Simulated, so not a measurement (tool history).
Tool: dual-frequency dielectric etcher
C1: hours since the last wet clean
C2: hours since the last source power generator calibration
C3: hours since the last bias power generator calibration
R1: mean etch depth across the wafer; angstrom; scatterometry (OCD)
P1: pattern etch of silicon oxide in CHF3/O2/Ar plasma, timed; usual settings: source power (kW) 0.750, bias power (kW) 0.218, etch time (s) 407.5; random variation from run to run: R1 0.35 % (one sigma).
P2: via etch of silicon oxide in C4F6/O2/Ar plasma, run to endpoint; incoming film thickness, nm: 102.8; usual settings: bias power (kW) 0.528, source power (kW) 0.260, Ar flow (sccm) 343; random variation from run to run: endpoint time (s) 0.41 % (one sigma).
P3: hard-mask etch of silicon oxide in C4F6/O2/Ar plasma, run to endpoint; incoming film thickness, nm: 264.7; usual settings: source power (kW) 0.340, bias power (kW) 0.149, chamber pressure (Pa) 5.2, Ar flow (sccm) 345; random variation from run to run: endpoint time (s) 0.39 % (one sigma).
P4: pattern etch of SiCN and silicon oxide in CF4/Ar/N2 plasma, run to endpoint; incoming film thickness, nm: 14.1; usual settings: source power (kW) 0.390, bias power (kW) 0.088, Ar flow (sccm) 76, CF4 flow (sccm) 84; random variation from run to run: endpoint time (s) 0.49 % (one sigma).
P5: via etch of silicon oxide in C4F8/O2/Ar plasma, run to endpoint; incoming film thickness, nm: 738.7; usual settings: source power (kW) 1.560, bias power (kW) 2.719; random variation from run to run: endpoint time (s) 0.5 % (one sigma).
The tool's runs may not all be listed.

{"run": 1, "hour": 4.5, "process that ran": "P1", "source power (kW)": 0.75, "bias power (kW)": 0.218, "etch time (s)": 407.5, "C1": 70.6, "C2": 1956.4, "C3": 1618.7, "R1": 9530.7}
{"run": 2, "hour": 11.1, "process that ran": "P5", "source power (kW)": 1.56, "bias power (kW)": 1.621, "C1": 77.2, "C2": 1963.0, "C3": 1625.3, "endpoint time (s)": 167.91}
{"run": 3, "hour": 14.8, "process that ran": "P5", "source power (kW)": 2.15, "bias power (kW)": 2.719, "C1": 80.9, "C2": 1966.7, "C3": 1629.0, "endpoint time (s)": 126.81}
{"run": 4, "hour": 19.2, "process that ran": "P1", "source power (kW)": 0.75, "bias power (kW)": 0.135, "etch time (s)": 501.5, "C1": 85.3, "C2": 1971.1, "C3": 1633.4, "R1": 9993.7}
{"run": 5, "hour": 23.7, "process that ran": "P1", "source power (kW)": 0.75, "bias power (kW)": 0.179, "etch time (s)": 407.5, "C1": 89.8, "C2": 1975.6, "C3": 1637.9, "R1": 8861.7}
{"run": 6, "hour": 30.7, "process that ran": "P1", "source power (kW)": 0.75, "bias power (kW)": 0.291, "etch time (s)": 315.0, "C1": 96.8, "C2": 1982.6, "C3": 1644.9, "R1": 8082.2}
{"run": 7, "hour": 38.0, "process that ran": "P1", "source power (kW)": 0.75, "bias power (kW)": 0.218, "etch time (s)": 407.5, "C1": 104.1, "C2": 1989.9, "C3": 1652.2, "R1": 9442.7}
{"hour": 38.6, "done": "bias power generator calibrated"}
{"run": 8, "hour": 42.5, "process that ran": "P3", "source power (kW)": 0.34, "bias power (kW)": 0.188, "chamber pressure (Pa)": 5.2, "Ar flow (sccm)": 345, "C1": 108.6, "C2": 1994.4, "C3": 4.0, "endpoint time (s)": 90.574}
{"run": 9, "hour": 47.6, "process that ran": "P1", "source power (kW)": 0.75, "bias power (kW)": 0.218, "etch time (s)": 232.5, "C1": 113.7, "C2": 1999.5, "C3": 9.1, "R1": 5412.9}
{"run": 10, "hour": 53.1, "process that ran": "P2", "source power (kW)": 0.26, "bias power (kW)": 0.528, "Ar flow (sccm)": 343, "C1": 119.2, "C2": 2005.0, "C3": 14.6, "endpoint time (s)": 26.529}
{"run": 11, "hour": 59.9, "process that ran": "P3", "source power (kW)": 0.34, "bias power (kW)": 0.149, "chamber pressure (Pa)": 6.8, "Ar flow (sccm)": 345, "C1": 126.0, "C2": 2011.8, "C3": 21.4, "endpoint time (s)": 100.73}
{"run": 12, "hour": 63.4, "process that ran": "P3", "source power (kW)": 0.34, "bias power (kW)": 0.149, "chamber pressure (Pa)": 5.2, "Ar flow (sccm)": 262, "C1": 129.5, "C2": 2015.3, "C3": 24.9, "endpoint time (s)": 94.521}
{"run": 13, "hour": 69.9, "process that ran": "P2", "source power (kW)": 0.26, "bias power (kW)": 0.528, "Ar flow (sccm)": 458, "C1": 136.0, "C2": 2021.8, "C3": 31.4, "endpoint time (s)": 27.615}
{"run": 14, "hour": 75.5, "process that ran": "P2", "source power (kW)": 0.26, "bias power (kW)": 0.681, "Ar flow (sccm)": 343, "C1": 141.6, "C2": 2027.4, "C3": 37.0, "endpoint time (s)": 24.157}
{"run": 15, "hour": 82.2, "process that ran": "P1", "source power (kW)": 0.96, "bias power (kW)": 0.218, "etch time (s)": 407.5, "C1": 148.3, "C2": 2034.1, "C3": 43.7, "R1": 10431.0}
{"run": 16, "hour": 89.6, "process that ran": "P1", "source power (kW)": 0.75, "bias power (kW)": 0.218, "etch time (s)": 497.0, "C1": 155.7, "C2": 2041.5, "C3": 51.1, "R1": 11549.0}
{"run": 17, "hour": 92.9, "process that ran": "P1", "source power (kW)": 0.75, "bias power (kW)": 0.218, "etch time (s)": 407.5, "C1": 159.0, "C2": 2044.8, "C3": 54.4, "R1": 9487.7}
{"hour": 93.3, "done": "wet clean of the chamber"}
{"run": 18, "hour": 99.1, "process that ran": "P3", "source power (kW)": 0.22, "bias power (kW)": 0.149, "chamber pressure (Pa)": 5.2, "Ar flow (sccm)": 345, "C1": 5.8, "C2": 2051.0, "C3": 60.6, "endpoint time (s)": 115.33}
{"run": 19, "hour": 105.4, "process that ran": "P4", "source power (kW)": 0.39, "bias power (kW)": 0.088, "Ar flow (sccm)": 76, "CF4 flow (sccm)": 84, "C1": 12.1, "C2": 2057.3, "C3": 66.9, "endpoint time (s)": 16.066}
{"run": 20, "hour": 111.9, "process that ran": "P1", "source power (kW)": 0.75, "bias power (kW)": 0.218, "etch time (s)": 407.5, "C1": 18.6, "C2": 2063.8, "C3": 73.4, "R1": 9430.2}
{"run": 21, "hour": 116.1, "process that ran": "P2", "source power (kW)": 0.34, "bias power (kW)": 0.528, "Ar flow (sccm)": 343, "C1": 22.8, "C2": 2068.0, "C3": 77.6, "endpoint time (s)": 24.247}
{"run": 22, "hour": 122.9, "process that ran": "P5", "source power (kW)": 1.56, "bias power (kW)": 2.719, "C1": 29.6, "C2": 2074.8, "C3": 84.4, "endpoint time (s)": 141.66}
{"run": 23, "hour": 128.2, "process that ran": "P4", "source power (kW)": 0.39, "bias power (kW)": 0.088, "Ar flow (sccm)": 76, "CF4 flow (sccm)": 105, "C1": 34.9, "C2": 2080.1, "C3": 89.7, "endpoint time (s)": 15.784}
{"run": 24, "hour": 133.2, "process that ran": "P4", "source power (kW)": 0.39, "bias power (kW)": 0.104, "Ar flow (sccm)": 76, "CF4 flow (sccm)": 84, "C1": 39.9, "C2": 2085.1, "C3": 94.7, "endpoint time (s)": 15.339}
{"run": 25, "hour": 138.0, "process that ran": "P1", "source power (kW)": 0.75, "bias power (kW)": 0.278, "etch time (s)": 407.5, "C1": 44.7, "C2": 2089.9, "C3": 99.5, "R1": 10355.0}
{"run": 26, "hour": 144.6, "process that ran": "P1", "source power (kW)": 0.94, "bias power (kW)": 0.279, "etch time (s)": 407.5, "C1": 51.3, "C2": 2096.5, "C3": 106.1, "R1": 11270.0}
{"run": 27, "hour": 149.6, "process that ran": "P4", "source power (kW)": 0.39, "bias power (kW)": 0.088, "Ar flow (sccm)": 101, "CF4 flow (sccm)": 84, "C1": 56.3, "C2": 2101.5, "C3": 111.1, "endpoint time (s)": 16.773}
{"run": 28, "hour": 156.0, "process that ran": "P3", "source power (kW)": 0.34, "bias power (kW)": 0.149, "chamber pressure (Pa)": 5.2, "Ar flow (sccm)": 345, "C1": 62.7, "C2": 2107.9, "C3": 117.5, "endpoint time (s)": 97.894}
{"run": 29, "hour": 162.3, "process that ran": "P4", "source power (kW)": 0.55, "bias power (kW)": 0.088, "Ar flow (sccm)": 76, "CF4 flow (sccm)": 84, "C1": 69.0, "C2": 2114.2, "C3": 123.8, "endpoint time (s)": 11.964}
{"run": 30, "hour": 166.8, "process that ran": "P1", "source power (kW)": 0.61, "bias power (kW)": 0.218, "etch time (s)": 407.5, "C1": 73.5, "C2": 2118.7, "C3": 128.3, "R1": 8725.9}
{"run": 31, "hour": 173.8, "process that ran": "P2", "source power (kW)": 0.26, "bias power (kW)": 0.528, "Ar flow (sccm)": 343, "C1": 80.5, "C2": 2125.7, "C3": 135.3, "endpoint time (s)": 26.611}
{"run": 32, "hour": 177.8, "process that ran": "P1", "source power (kW)": 0.75, "bias power (kW)": 0.218, "etch time (s)": 407.5, "C1": 84.5, "C2": 2129.7, "C3": 139.3, "R1": 9463.3}
{"run": 33, "hour": 182.1, "process that ran": "P1", "source power (kW)": 0.75, "bias power (kW)": 0.218, "etch time (s)": 407.5, "C1": 88.8, "C2": 2134.0, "C3": 143.6, "R1": 9419.6}
{"run": 34, "hour": 187.5, "process that ran": "P1", "source power (kW)": 0.75, "bias power (kW)": 0.218, "etch time (s)": 407.5, "C1": 94.2, "C2": 2139.4, "C3": 149.0, "R1": 9428.8}
{"run": 35, "hour": 194.6, "process that ran": "P1", "source power (kW)": 0.75, "bias power (kW)": 0.218, "etch time (s)": 407.5, "C1": 101.3, "C2": 2146.5, "C3": 156.1, "R1": 9343.3}
{"run": 36, "hour": 199.3, "process that ran": "P1", "source power (kW)": 0.75, "bias power (kW)": 0.218, "etch time (s)": 407.5, "C1": 106.0, "C2": 2151.2, "C3": 160.8, "R1": 9344.0}
{"hour": 204.9, "done": "wet clean of the chamber"}
{"run": 37, "hour": 206.3, "process that ran": "P1", "source power (kW)": 0.75, "bias power (kW)": 0.218, "etch time (s)": 407.5, "C1": 1.5, "C2": 2158.2, "C3": 167.8, "R1": 9347.3}
{"run": 38, "hour": 212.5, "process that ran": "P1", "source power (kW)": 0.75, "bias power (kW)": 0.218, "etch time (s)": 407.5, "C1": 7.7, "C2": 2164.4, "C3": 174.0, "R1": 9358.9}
{"run": 39, "hour": 217.8, "process that ran": "P1", "source power (kW)": 0.75, "bias power (kW)": 0.218, "etch time (s)": 407.5, "C1": 13.0, "C2": 2169.7, "C3": 179.3, "R1": 9305.0}
{"run": 40, "hour": 224.7, "process that ran": "P1", "source power (kW)": 0.75, "bias power (kW)": 0.218, "etch time (s)": 407.5, "C1": 19.9, "C2": 2176.6, "C3": 186.2, "R1": 9306.6}
{"run": 41, "hour": 230.9, "process that ran": "P1", "source power (kW)": 0.75, "bias power (kW)": 0.218, "etch time (s)": 407.5, "C1": 26.1, "C2": 2182.8, "C3": 192.4, "R1": 9315.5}
{"run": 42, "hour": 236.7, "process that ran": "P1", "source power (kW)": 0.75, "bias power (kW)": 0.218, "etch time (s)": 407.5, "C1": 31.9, "C2": 2188.6, "C3": 198.2, "R1": 9273.0}
{"run": 43, "hour": 242.0, "process that ran": "P1", "source power (kW)": 0.75, "bias power (kW)": 0.218, "etch time (s)": 407.5, "C1": 37.2, "C2": 2193.9, "C3": 203.5, "R1": 9314.6}

What P1 gives has crept away from where it was. These 2 causes fit the log equally well, each at the size given:
A: source power that arrives under what is set, % = 4.48
B: bias power that arrives under what is set, % = 4.96
The creep began at about hour 177.8.
Why every other cause is out:
chamber walls in a state that lowers the etch rate, %: serviced at hour 204.9, which brought nothing back

4 check runs are offered, each on 3 wafers whose results are averaged, their results left as question marks. Which one tells the causes apart?
{"run": "check 1", "hour": 247.3, "process that ran": "P2", "source power (kW)": 0.26, "bias power (kW)": 0.528, "Ar flow (sccm)": 442, "endpoint time (s)": "?"}
{"run": "check 2", "hour": 247.3, "process that ran": "P3", "source power (kW)": 0.22, "bias power (kW)": 0.149, "chamber pressure (Pa)": 5.2, "Ar flow (sccm)": 345, "endpoint time (s)": "?"}
{"run": "check 3", "hour": 247.3, "process that ran": "P5", "source power (kW)": 1.56, "bias power (kW)": 1.78, "endpoint time (s)": "?"}
{"run": "check 4", "hour": 247.3, "process that ran": "P4", "source power (kW)": 0.39, "bias power (kW)": 0.088, "Ar flow (sccm)": 76, "CF4 flow (sccm)": 102, "endpoint time (s)": "?"}

What each check would give under each cause:
check=check_1 result=endpoint_time_(s) if_A=27.883 if_B=27.960
check=check_2 result=endpoint_time_(s) if_A=117.590 if_B=117.380
check=check_3 result=endpoint_time_(s) if_A=166.120 if_B=165.470
check=check_4 result=endpoint_time_(s) if_A=16.469 if_B=16.077
How far apart the two closest causes lie, in the result that separates them most: check 1 0.28 %; check 2 0.18 %; check 3 0.4 %; check 4 2.4 %
Only check 4 tells the causes apart: in the others they would give nearly the same result.

Then check 4 was run and gave: endpoint time (s) 16.489. Which cause is it?

It is A: source power that arrives under what is set, %.
